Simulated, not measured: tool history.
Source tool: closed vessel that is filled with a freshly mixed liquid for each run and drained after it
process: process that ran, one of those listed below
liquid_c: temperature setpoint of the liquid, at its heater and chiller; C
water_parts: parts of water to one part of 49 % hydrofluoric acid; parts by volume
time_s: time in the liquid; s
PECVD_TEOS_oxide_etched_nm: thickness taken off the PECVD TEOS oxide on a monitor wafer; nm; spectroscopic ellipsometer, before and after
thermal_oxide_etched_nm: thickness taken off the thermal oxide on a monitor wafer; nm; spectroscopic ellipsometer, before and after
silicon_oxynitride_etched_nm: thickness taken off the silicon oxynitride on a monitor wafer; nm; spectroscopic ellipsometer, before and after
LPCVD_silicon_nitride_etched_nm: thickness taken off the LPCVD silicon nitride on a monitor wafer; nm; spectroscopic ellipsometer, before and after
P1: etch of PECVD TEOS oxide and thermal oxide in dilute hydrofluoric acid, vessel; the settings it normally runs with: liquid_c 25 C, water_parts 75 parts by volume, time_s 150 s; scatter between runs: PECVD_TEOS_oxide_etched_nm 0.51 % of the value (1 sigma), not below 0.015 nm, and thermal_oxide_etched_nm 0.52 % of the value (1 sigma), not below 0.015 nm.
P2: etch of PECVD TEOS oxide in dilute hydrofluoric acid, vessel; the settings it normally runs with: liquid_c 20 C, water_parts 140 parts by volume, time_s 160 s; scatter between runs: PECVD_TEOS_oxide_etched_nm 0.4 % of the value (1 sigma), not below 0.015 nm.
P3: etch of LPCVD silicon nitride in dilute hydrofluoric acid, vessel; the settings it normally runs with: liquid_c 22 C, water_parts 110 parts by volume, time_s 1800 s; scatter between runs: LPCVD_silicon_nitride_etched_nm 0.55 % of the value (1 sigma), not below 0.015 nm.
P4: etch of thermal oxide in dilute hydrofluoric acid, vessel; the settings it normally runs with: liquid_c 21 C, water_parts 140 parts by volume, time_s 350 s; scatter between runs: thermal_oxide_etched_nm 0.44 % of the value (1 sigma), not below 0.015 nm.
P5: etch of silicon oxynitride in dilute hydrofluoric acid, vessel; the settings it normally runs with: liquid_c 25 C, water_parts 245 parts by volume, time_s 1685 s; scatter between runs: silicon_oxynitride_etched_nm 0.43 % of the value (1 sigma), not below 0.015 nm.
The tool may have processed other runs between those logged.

run	hour	process	liquid_c	water_parts	time_s	PECVD_TEOS_oxide_etched_nm	thermal_oxide_etched_nm	silicon_oxynitride_etched_nm	LPCVD_silicon_nitride_etched_nm
1	7.8	P1	25	75	150	34.532	9.6215		
2	15.9	P1	32.5	75	65	19.867	5.6311		
3	31.8	P5	25	145	1685			17.092	
4	39.7	P4	26.5	140	350		12.337		
5	54.6	P3	22	110	3090				11.009
6	64.4	P1	25	130	150	18.488	5.2606		
7	80.3	P3	22	110	1800				6.3999
8	95.1	P5	25	245	255			1.4275	
9	106.7	P2	25.5	140	160	9.7401			
10	124	P1	25	75	150	34.41	9.6389		
11	136.5	P1	25	75	30	6.9076	1.9192		
12	151.3	P5	20	245	1685			7.4513	
13	168.4	P1	20.5	75	245	46.92	13.075		
14	179.6	P3	27	110	1800				8.7768
15	188.6	P1	25	75	150	34.549	9.6055		
16	198.7	P4	21	50	350		31.126		
17	208.5	P1	19	75	150	26.954	7.5766		
18	223.9	P5	25	245	1685			9.2869	
19	236.5	P1	32	75	150	45.551	12.694		
20	251	P4	21	140	350		10.013		
21	259.3	P1	19	120	150	16.101	4.4945		
22	274.4	P3	22	165	1800				4.2864
23	283	P1	25	75	150	34.317	9.6498		
24	300.3	P2	20	140	250	12.232			
25	314.8	P1	25	25	150	110.31	31.163		
26	332.1	P4	21	140	350		10.074		
27	345	P1	25	75	150	34.589	9.654		
28	357.3	P5	25	245	1685			9.3285	
29	365.6	P1	25	75	245	56.602	15.733		
30	381.8	P2	20	240	160	4.1481			
31	396.7	P2	20	140	160	7.8904			
32	405.4	P4	21	140	185		5.3033		
33	421.2	P1	25	75	150	34.515	9.6286		
34	434.1	P1	25	75	150	35.333	9.9048		
35	448.1	P1	25	75	150	36.135	10.077		
36	460.6	P1	25	75	150	36.364	10.153		
37	471.5	P1	25	75	150	36.678	10.26		
38	481.3	P1	25	75	150	36.628	10.299		
39	498.4	P1	25	75	150	37.224	10.388		
40	508.5	P1	25	75	150	36.991	10.426		
41	525	P1	25	75	150	36.946	10.47		
42	536.4	P1	25	75	150	37.535	10.36		
43	553.5	P1	25	75	150	37.153	10.439		

P1 has crept away from where it was. The log is fitted equally well by each of these 2 causes, at the sizes shown:
A: liquid hotter than its thermometer reads (K) = 1.94
B: hydrofluoric acid flow above the setpoint (%) = 7.24
At approximately hour 421.2, the process output began to creep.

Which of the 4 check runs listed below separates the causes, so that each cause would produce a clearly different result? Each run uses one wafer, and its results are marked with question marks.
check 1	570.6	P4	21	140	350		?		
check 2	570.6	P2	20	140	160	?			
check 3	570.6	P5	25	245	1685			?	
check 4	570.6	P3	22	110	1800				?

Expected result of each check under each candidate cause:
check	result	if A	if B
check 1	thermal_oxide_etched_nm	10.833	10.876
check 2	PECVD_TEOS_oxide_etched_nm	8.4557	8.4809
check 3	silicon_oxynitride_etched_nm	10.166	10.161
check 4	LPCVD_silicon_nitride_etched_nm	7.2743	6.8525
Separation of the two closest causes in each check, using whichever result separates them best: check 1 0.4 %; check 2 0.3 %; check 3 0.05 %; check 4 5.97 %
The causes can be told apart only by check 4. The other checks would give nearly the same results under each of them.

With check 4 done, the readings were: LPCVD_silicon_nitride_etched_nm 7.2906 nm. Identify which of the listed causes applies.

The cause is A: liquid hotter than its thermometer reads (K).
